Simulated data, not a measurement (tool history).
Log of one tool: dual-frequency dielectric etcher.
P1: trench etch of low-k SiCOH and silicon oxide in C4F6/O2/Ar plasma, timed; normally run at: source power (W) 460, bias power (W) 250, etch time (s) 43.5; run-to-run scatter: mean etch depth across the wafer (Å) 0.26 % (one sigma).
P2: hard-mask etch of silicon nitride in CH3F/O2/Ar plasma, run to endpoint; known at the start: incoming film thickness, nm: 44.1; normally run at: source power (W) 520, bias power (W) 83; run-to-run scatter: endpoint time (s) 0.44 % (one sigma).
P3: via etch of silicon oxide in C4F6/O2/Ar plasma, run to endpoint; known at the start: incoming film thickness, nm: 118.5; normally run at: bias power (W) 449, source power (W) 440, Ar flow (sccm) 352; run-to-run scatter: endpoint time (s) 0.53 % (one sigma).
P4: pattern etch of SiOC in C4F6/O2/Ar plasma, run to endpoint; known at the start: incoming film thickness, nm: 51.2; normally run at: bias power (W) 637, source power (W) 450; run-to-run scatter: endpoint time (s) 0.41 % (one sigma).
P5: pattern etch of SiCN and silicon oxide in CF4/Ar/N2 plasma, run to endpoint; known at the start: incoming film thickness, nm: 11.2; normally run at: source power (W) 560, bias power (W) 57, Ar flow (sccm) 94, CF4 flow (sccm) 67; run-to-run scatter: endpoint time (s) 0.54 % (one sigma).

| run | hour | process that ran | source power (W) | bias power (W) | etch time (s) | Ar flow (sccm) | CF4 flow (sccm) | hours since the last wet clean | hours since the last source power generator calibration | hours since the last bias power generator calibration | mean etch depth across the wafer (Å) | endpoint time (s) |
|---|---|---|---|---|---|---|---|---|---|---|---|---|
| 1 | 9.4 | P1 | 460 | 250 | 43.5 |  |  | 312.4 | 1139.8 | 436.1 | 1551.3 |  |
| 2 | 17.6 | P1 | 460 | 250 | 54.5 |  |  | 320.6 | 1148.0 | 444.3 | 1939.9 |  |
| 3 | 27.7 | P1 | 460 | 250 | 43.5 |  |  | 330.7 | 1158.1 | 454.4 | 1543.4 |  |
| 4 | 35.8 | P1 | 460 | 158 | 43.5 |  |  | 338.8 | 1166.2 | 462.5 | 1337.7 |  |
| 5 | 41.7 | P1 | 460 | 353 | 43.5 |  |  | 344.7 | 1172.1 | 468.4 | 1745.7 |  |
| 6 | 46.4 | P2 | 730 | 83 |  |  |  | 349.4 | 1176.8 | 473.1 |  | 49.731 |
| 7 | 54.2 | P1 | 460 | 250 | 31.0 |  |  | 357.2 | 1184.6 | 480.9 | 1113.3 |  |
| 8 | 62.9 | P4 | 450 | 417 |  |  |  | 365.9 | 1193.3 | 489.6 |  | 17.720 |
| 9 | 68.4 | P1 | 460 | 250 | 43.5 |  |  | 371.4 | 1198.8 | 495.1 | 1552.6 |  |
| 10 | 77.9 | P5 | 560 | 75 |  | 94 | 67 | 380.9 | 1208.3 | 504.6 |  | 10.309 |
| 11 | 84.7 | P5 | 560 | 57 |  | 94 | 88 | 387.7 | 1215.1 | 511.4 |  | 10.832 |
| 12 | 89.5 | P3 | 440 | 449 |  | 352 |  | 392.5 | 1219.9 | 516.2 |  | 27.025 |
| 13 | 97.5 | P4 | 330 | 637 |  |  |  | 400.5 | 1227.9 | 524.2 |  | 16.837 |
| 14 | 106.2 | P3 | 360 | 449 |  | 352 |  | 409.2 | 1236.6 | 532.9 |  | 29.200 |
| 15 | 111.6 | P1 | 340 | 250 | 43.5 |  |  | 414.6 | 1242.0 | 538.3 | 1385.0 |  |
| 16 | 121.8 | P1 | 580 | 250 | 59.0 |  |  | 424.8 | 1252.2 | 548.5 | 2294.1 |  |
| 17 | 130.3 | P5 | 560 | 57 |  | 94 | 67 | 433.3 | 1260.7 | 557.0 |  | 11.405 |
| 18 | 135.6 | P5 | 560 | 57 |  | 94 | 67 | 438.6 | 1266.0 | 562.3 |  | 11.434 |
| 19 | 142.3 | P4 | 450 | 637 |  |  |  | 445.3 | 1272.7 | 569.0 |  | 15.283 |
| 20 | 149.2 | P3 | 440 | 600 |  | 352 |  | 452.2 | 1279.6 | 575.9 |  | 24.202 |
| 21 | 159.8 | P1 | 460 | 250 | 43.5 |  |  | 462.8 | 1290.2 | 586.5 | 1546.5 |  |
| 22 | 165.9 | P2 | 520 | 83 |  |  |  | 468.9 | 1296.3 | 592.6 |  | 56.617 |
| 23 | 171.7 | P1 | 350 | 164 | 43.5 |  |  | 474.7 | 1302.1 | 598.4 | 1219.6 |  |
| 24 | 177.0 | P5 | 560 | 57 |  | 57 | 67 | 480.0 | 1307.4 | 603.7 |  | 10.461 |
| 25 | 184.8 | P3 | 440 | 449 |  | 352 |  | 487.8 | 1315.2 | 611.5 |  | 26.901 |
| 26 | 192.3 | P3 | 440 | 449 |  | 233 |  | 495.3 | 1322.7 | 619.0 |  | 25.803 |
| 27 | 202.3 | P1 | 600 | 250 | 43.5 |  |  | 505.3 | 1332.7 | 629.0 | 1709.4 |  |
| 28 | 209.1 | P2 | 520 | 83 |  |  |  | 512.1 | 1339.5 | 635.8 |  | 56.835 |
| 29 | 219.0 | P2 | 520 | 54 |  |  |  | 522.0 | 1349.4 | 645.7 |  | 65.693 |
| 30 | 226.7 | P5 | 380 | 57 |  | 94 | 67 | 529.7 | 1357.1 | 653.4 |  | 15.981 |
| 31 | 234.8 | P1 | 460 | 250 | 43.5 |  |  | 537.8 | 1365.2 | 661.5 | 1549.4 |  |
| 32 | 243.6 | P1 | 460 | 250 | 43.5 |  |  | 546.6 | 1374.0 | 670.3 | 1534.5 |  |
| 33 | 250.5 | P1 | 460 | 250 | 43.5 |  |  | 553.5 | 1380.9 | 677.2 | 1530.3 |  |
| 34 | 258.6 | P1 | 460 | 250 | 43.5 |  |  | 561.6 | 1389.0 | 685.3 | 1526.4 |  |
|  | 265.8 | wet clean of the chamber |
| 35 | 267.7 | P1 | 460 | 250 | 43.5 |  |  | 1.9 | 1398.1 | 694.4 | 1529.4 |  |
| 36 | 274.2 | P1 | 460 | 250 | 43.5 |  |  | 8.4 | 1404.6 | 700.9 | 1532.5 |  |
| 37 | 283.6 | P1 | 460 | 250 | 43.5 |  |  | 17.8 | 1414.0 | 710.3 | 1524.3 |  |

What P1 gives has crept away from where it was. These 2 causes fit the log equally well, each at the size given:
A: source power that arrives under what is set, % = 4.07
B: bias power that arrives under what is set, % = 4.66
The creep began at about hour 234.8.
Why every other cause is out:
chamber walls in a state that lowers the etch rate, %: serviced at hour 265.8, which brought nothing back

4 check runs are offered, each on 3 wafers whose results are averaged, their results left as question marks. Which one tells the causes apart?
| check 1 | 293.0 | P5 | 560 | 57 |  | 94 | 67 |  |  |  |  | ? |
| check 2 | 293.0 | P2 | 520 | 83 |  |  |  |  |  |  |  | ? |
| check 3 | 293.0 | P3 | 440 | 449 |  | 352 |  |  |  |  |  | ? |
| check 4 | 293.0 | P4 | 450 | 637 |  |  |  |  |  |  |  | ? |

What each check would give under each cause:
| check | result | if A | if B |
|---|---|---|---|
| check 1 | endpoint time (s) | 11.745 | 11.488 |
| check 2 | endpoint time (s) | 57.623 | 57.666 |
| check 3 | endpoint time (s) | 27.440 | 27.495 |
| check 4 | endpoint time (s) | 15.374 | 15.421 |
How far apart the two closest causes lie, in the result that separates them most: check 1 2.22 %; check 2 0.08 %; check 3 0.2 %; check 4 0.31 %
Check 1 tells the causes apart: in the others they would give nearly the same result.

Check 1 was then run and gave: endpoint time (s) 11.484. Which cause is it?

It is B: bias power that arrives under what is set, %.

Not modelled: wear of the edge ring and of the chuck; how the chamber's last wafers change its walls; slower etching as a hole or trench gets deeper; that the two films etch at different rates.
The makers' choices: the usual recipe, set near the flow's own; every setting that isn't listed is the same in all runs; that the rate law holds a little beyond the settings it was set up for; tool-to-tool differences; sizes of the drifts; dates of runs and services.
